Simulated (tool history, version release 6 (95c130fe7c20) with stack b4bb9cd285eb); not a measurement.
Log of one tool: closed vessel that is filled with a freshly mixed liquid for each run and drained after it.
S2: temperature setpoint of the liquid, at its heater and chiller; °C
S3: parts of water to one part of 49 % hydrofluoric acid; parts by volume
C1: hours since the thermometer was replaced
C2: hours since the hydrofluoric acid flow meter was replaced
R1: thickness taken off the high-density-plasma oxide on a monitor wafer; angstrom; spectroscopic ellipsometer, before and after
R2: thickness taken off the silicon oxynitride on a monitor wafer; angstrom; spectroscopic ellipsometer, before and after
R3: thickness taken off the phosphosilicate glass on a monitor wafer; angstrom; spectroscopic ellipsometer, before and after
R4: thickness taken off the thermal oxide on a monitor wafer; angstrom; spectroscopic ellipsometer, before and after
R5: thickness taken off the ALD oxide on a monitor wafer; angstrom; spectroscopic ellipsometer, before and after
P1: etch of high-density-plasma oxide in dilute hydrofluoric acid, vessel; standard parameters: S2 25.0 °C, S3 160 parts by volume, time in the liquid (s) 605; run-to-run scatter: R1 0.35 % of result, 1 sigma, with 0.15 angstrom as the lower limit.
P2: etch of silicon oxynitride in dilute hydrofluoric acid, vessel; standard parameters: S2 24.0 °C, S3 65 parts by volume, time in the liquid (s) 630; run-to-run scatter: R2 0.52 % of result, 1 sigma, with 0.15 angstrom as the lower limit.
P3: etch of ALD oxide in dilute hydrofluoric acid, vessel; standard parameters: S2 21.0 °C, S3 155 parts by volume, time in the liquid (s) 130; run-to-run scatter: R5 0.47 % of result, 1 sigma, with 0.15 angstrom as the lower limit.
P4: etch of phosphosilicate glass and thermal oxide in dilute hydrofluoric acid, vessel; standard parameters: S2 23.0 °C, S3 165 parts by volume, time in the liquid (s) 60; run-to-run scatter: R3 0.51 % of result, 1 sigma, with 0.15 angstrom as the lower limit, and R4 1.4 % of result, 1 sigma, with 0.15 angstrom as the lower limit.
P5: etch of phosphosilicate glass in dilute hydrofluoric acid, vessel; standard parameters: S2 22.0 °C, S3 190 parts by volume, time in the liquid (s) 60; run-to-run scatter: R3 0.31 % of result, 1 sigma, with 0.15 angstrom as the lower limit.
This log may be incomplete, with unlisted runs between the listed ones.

run 1 hour=4.4 | process_that_ran=P1 S2=25.0 S3=160 time_in_the_liquid_(s)=605 | C1=448.6 C2=1001.2 | R1=325.420
run 2 hour=8.1 | process_that_ran=P2 S2=24.0 S3=65 time_in_the_liquid_(s)=630 | C1=452.3 C2=1004.9 | R2=499.65
run 3 hour=11.2 | process_that_ran=P4 S2=23.0 S3=165 time_in_the_liquid_(s)=60 | C1=455.4 C2=1008.0 | R3=328.25 R4=14.5850
run 4 hour=15.8 | process_that_ran=P2 S2=17.0 S3=65 time_in_the_liquid_(s)=630 | C1=460.0 C2=1012.6 | R2=353.07
run 5 hour=18.5 | process_that_ran=P1 S2=25.0 S3=160 time_in_the_liquid_(s)=605 | C1=462.7 C2=1015.3 | R1=327.710
run 6 hour=23.6 | process_that_ran=P2 S2=24.0 S3=40 time_in_the_liquid_(s)=630 | C1=467.8 C2=1020.4 | R2=827.63
run 7 hour=28.9 | process_that_ran=P5 S2=22.0 S3=65 time_in_the_liquid_(s)=60 | C1=473.1 C2=1025.7 | R3=1800.60
run 8 hour=32.5 | process_that_ran=P1 S2=25.0 S3=160 time_in_the_liquid_(s)=95 | C1=476.7 C2=1029.3 | R1=51.266
run 9 hour=35.2 | process_that_ran=P3 S2=21.0 S3=155 time_in_the_liquid_(s)=200 | C1=479.4 C2=1032.0 | R5=310.14
run 10 hour=38.3 | process_that_ran=P5 S2=22.0 S3=190 time_in_the_liquid_(s)=30 | C1=482.5 C2=1035.1 | R3=268.17
run 11 hour=43.0 | process_that_ran=P3 S2=21.0 S3=155 time_in_the_liquid_(s)=130 | C1=487.2 C2=1039.8 | R5=202.74
run 12 hour=48.8 | process_that_ran=P1 S2=29.0 S3=215 time_in_the_liquid_(s)=605 | C1=493.0 C2=1045.6 | R1=264.320
run 13 hour=52.3 | process_that_ran=P1 S2=25.0 S3=285 time_in_the_liquid_(s)=85 | C1=496.5 C2=1049.1 | R1=22.519
run 14 hour=55.1 | process_that_ran=P4 S2=23.0 S3=165 time_in_the_liquid_(s)=30 | C1=499.3 C2=1051.9 | R3=166.52 R4=7.0069
run 15 hour=58.7 | process_that_ran=P4 S2=23.0 S3=280 time_in_the_liquid_(s)=60 | C1=502.9 C2=1055.5 | R3=174.93 R4=7.5439
run 16 hour=64.6 | process_that_ran=P5 S2=22.0 S3=190 time_in_the_liquid_(s)=60 | C1=508.8 C2=1061.4 | R3=534.80
run 17 hour=70.3 | process_that_ran=P2 S2=24.0 S3=65 time_in_the_liquid_(s)=185 | C1=514.5 C2=1067.1 | R2=148.71
-- hour=73.1 thermometer replaced
run 18 hour=73.8 | process_that_ran=P3 S2=17.0 S3=155 time_in_the_liquid_(s)=130 | C1=0.7 C2=1070.6 | R5=171.28
run 19 hour=78.4 | process_that_ran=P1 S2=25.0 S3=160 time_in_the_liquid_(s)=605 | C1=5.3 C2=1075.2 | R1=326.810
run 20 hour=81.7 | process_that_ran=P4 S2=17.0 S3=165 time_in_the_liquid_(s)=60 | C1=8.6 C2=1078.5 | R3=262.79 R4=11.5510
run 21 hour=85.1 | process_that_ran=P1 S2=18.5 S3=160 time_in_the_liquid_(s)=605 | C1=12.0 C2=1081.9 | R1=252.860
run 22 hour=90.1 | process_that_ran=P1 S2=25.0 S3=160 time_in_the_liquid_(s)=605 | C1=17.0 C2=1086.9 | R1=325.980
run 23 hour=93.3 | process_that_ran=P5 S2=27.5 S3=190 time_in_the_liquid_(s)=60 | C1=20.2 C2=1090.1 | R3=657.67
run 24 hour=97.3 | process_that_ran=P1 S2=25.0 S3=160 time_in_the_liquid_(s)=1205 | C1=24.2 C2=1094.1 | R1=647.290
run 25 hour=101.9 | process_that_ran=P1 S2=25.0 S3=250 time_in_the_liquid_(s)=605 | C1=28.8 C2=1098.7 | R1=188.650
run 26 hour=107.7 | process_that_ran=P2 S2=24.0 S3=65 time_in_the_liquid_(s)=630 | C1=34.6 C2=1104.5 | R2=500.64
run 27 hour=110.3 | process_that_ran=P1 S2=33.5 S3=160 time_in_the_liquid_(s)=605 | C1=37.2 C2=1107.1 | R1=441.010
run 28 hour=114.8 | process_that_ran=P3 S2=21.0 S3=270 time_in_the_liquid_(s)=130 | C1=41.7 C2=1111.6 | R5=103.34
run 29 hour=117.5 | process_that_ran=P3 S2=21.0 S3=155 time_in_the_liquid_(s)=130 | C1=44.4 C2=1114.3 | R5=201.39
run 30 hour=122.5 | process_that_ran=P1 S2=25.0 S3=160 time_in_the_liquid_(s)=605 | C1=49.4 C2=1119.3 | R1=325.980
run 31 hour=126.8 | process_that_ran=P1 S2=25.0 S3=85 time_in_the_liquid_(s)=605 | C1=53.7 C2=1123.6 | R1=671.320
run 32 hour=130.0 | process_that_ran=P1 S2=25.0 S3=160 time_in_the_liquid_(s)=605 | C1=56.9 C2=1126.8 | R1=325.710
run 33 hour=133.1 | process_that_ran=P1 S2=25.0 S3=160 time_in_the_liquid_(s)=605 | C1=60.0 C2=1129.9 | R1=320.360
run 34 hour=137.2 | process_that_ran=P1 S2=25.0 S3=160 time_in_the_liquid_(s)=605 | C1=64.1 C2=1134.0 | R1=313.050
run 35 hour=142.5 | process_that_ran=P1 S2=25.0 S3=160 time_in_the_liquid_(s)=605 | C1=69.4 C2=1139.3 | R1=306.980
run 36 hour=146.1 | process_that_ran=P1 S2=25.0 S3=160 time_in_the_liquid_(s)=605 | C1=73.0 C2=1142.9 | R1=304.540
run 37 hour=151.2 | process_that_ran=P1 S2=25.0 S3=160 time_in_the_liquid_(s)=605 | C1=78.1 C2=1148.0 | R1=301.670
run 38 hour=157.1 | process_that_ran=P1 S2=25.0 S3=160 time_in_the_liquid_(s)=605 | C1=84.0 C2=1153.9 | R1=301.400
run 39 hour=160.3 | process_that_ran=P1 S2=25.0 S3=160 time_in_the_liquid_(s)=605 | C1=87.2 C2=1157.1 | R1=299.640
run 40 hour=165.6 | process_that_ran=P1 S2=25.0 S3=160 time_in_the_liquid_(s)=605 | C1=92.5 C2=1162.4 | R1=298.410
run 41 hour=169.9 | process_that_ran=P1 S2=25.0 S3=160 time_in_the_liquid_(s)=605 | C1=96.8 C2=1166.7 | R1=299.270
run 42 hour=173.0 | process_that_ran=P1 S2=25.0 S3=160 time_in_the_liquid_(s)=605 | C1=99.9 C2=1169.8 | R1=300.590
run 43 hour=177.4 | process_that_ran=P1 S2=25.0 S3=160 time_in_the_liquid_(s)=605 | C1=104.3 C2=1174.2 | R1=299.180

The output of P1 has drifted from where it used to be. Each of the 2 causes below, taken at the size shown beside it, accounts for the log equally well:
A: hydrofluoric acid flow below the setpoint (%) = 7.11
B: liquid colder than its thermometer reads (K) = 2.32
The drift started at roughly hour 130.0.

Listed below are the offered check runs, one wafer per run, with question marks in place of results. For which of them would the causes give clearly different outcomes?
run check 1 hour=181.8 | process_that_ran=P3 S2=17.0 S3=255 time_in_the_liquid_(s)=130 | R5=?
run check 2 hour=181.8 | process_that_ran=P5 S2=27.5 S3=190 time_in_the_liquid_(s)=30 | R3=?
run check 3 hour=181.8 | process_that_ran=P4 S2=19.5 S3=165 time_in_the_liquid_(s)=30 | R3=? R4=?
run check 4 hour=181.8 | process_that_ran=P2 S2=19.5 S3=45 time_in_the_liquid_(s)=630 | R2=?

What each check would give under each cause:
check=check_1 result=R5 if_A=87.327 if_B=87.280
check=check_2 result=R3 if_A=299.61 if_B=301.58
check=check_3 result=R3 if_A=132.71 if_B=131.84
check=check_3 result=R4 if_A=5.7907 if_B=5.7524
check=check_4 result=R2 if_A=543.31 if_B=520.63
How far apart the two closest causes lie, in the result that separates them most: check 1 0.05 %; check 2 0.66 %; check 3 0.66 %; check 4 4.26 %
Of the check runs offered, only check 4 discriminates between the causes; the rest would read about the same regardless of which cause applies.

Check 4 has now been run. It gave: R2 526.82 angstrom. Which of the candidate causes is it?

The correct cause is B, namely: liquid colder than its thermometer reads (K).
